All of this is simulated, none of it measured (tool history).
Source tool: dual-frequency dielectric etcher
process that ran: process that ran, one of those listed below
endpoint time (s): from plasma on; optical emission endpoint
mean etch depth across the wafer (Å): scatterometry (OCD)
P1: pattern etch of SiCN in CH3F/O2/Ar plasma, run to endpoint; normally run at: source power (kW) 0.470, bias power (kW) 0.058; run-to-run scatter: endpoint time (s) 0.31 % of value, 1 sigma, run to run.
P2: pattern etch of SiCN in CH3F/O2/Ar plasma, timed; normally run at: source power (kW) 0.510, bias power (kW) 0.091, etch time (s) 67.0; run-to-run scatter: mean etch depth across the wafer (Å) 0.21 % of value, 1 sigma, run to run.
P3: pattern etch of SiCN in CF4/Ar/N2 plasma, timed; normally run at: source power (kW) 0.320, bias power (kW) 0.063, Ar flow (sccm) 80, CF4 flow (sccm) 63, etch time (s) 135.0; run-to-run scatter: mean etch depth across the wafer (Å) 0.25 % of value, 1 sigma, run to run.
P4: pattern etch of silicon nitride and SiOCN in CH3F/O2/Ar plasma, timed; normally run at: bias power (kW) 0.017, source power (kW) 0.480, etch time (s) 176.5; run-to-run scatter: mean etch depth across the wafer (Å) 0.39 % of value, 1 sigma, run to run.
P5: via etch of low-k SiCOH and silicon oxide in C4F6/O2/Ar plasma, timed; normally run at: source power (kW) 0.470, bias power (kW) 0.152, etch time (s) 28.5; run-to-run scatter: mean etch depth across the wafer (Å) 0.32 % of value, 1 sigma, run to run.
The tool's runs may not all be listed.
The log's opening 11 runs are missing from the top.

run	hour	process that ran	source power (kW)	bias power (kW)	etch time (s)	Ar flow (sccm)	CF4 flow (sccm)	endpoint time (s)	mean etch depth across the wafer (Å)
12	126.6	P1	0.470	0.040				30.939	
13	134.2	P3	0.320	0.063	135.0	80	63		837.90
14	141.9	P1	0.470	0.058				27.275	
15	150.8	P4	0.290	0.017	176.5				185.62
16	158.8	P4	0.480	0.017	176.5				220.99
17	170.1	P3	0.320	0.063	165.5	80	63		1022.80
18	179.4	P3	0.320	0.063	135.0	60	63		873.20
19	186.1	P1	0.470	0.058				27.541	
20	200.3	P1	0.470	0.058				27.382	
21	211.5	P3	0.220	0.063	135.0	80	63		602.16
22	222.3	P4	0.480	0.014	176.5				205.92
23	234.9	P1	0.470	0.058				27.543	
24	247.5	P2	0.510	0.091	37.0				164.59
25	262.3	P5	0.620	0.152	28.5				756.58
26	271.8	P1	0.630	0.058				24.497	
27	283.2	P1	0.630	0.074				22.421	
28	295.7	P2	0.510	0.091	67.0				299.21

Predict the results of run 29:
29	307.6	P3	0.320	0.063	135.0	80	63		?

Logged for run 29: mean etch depth across the wafer (Å) 841.87.

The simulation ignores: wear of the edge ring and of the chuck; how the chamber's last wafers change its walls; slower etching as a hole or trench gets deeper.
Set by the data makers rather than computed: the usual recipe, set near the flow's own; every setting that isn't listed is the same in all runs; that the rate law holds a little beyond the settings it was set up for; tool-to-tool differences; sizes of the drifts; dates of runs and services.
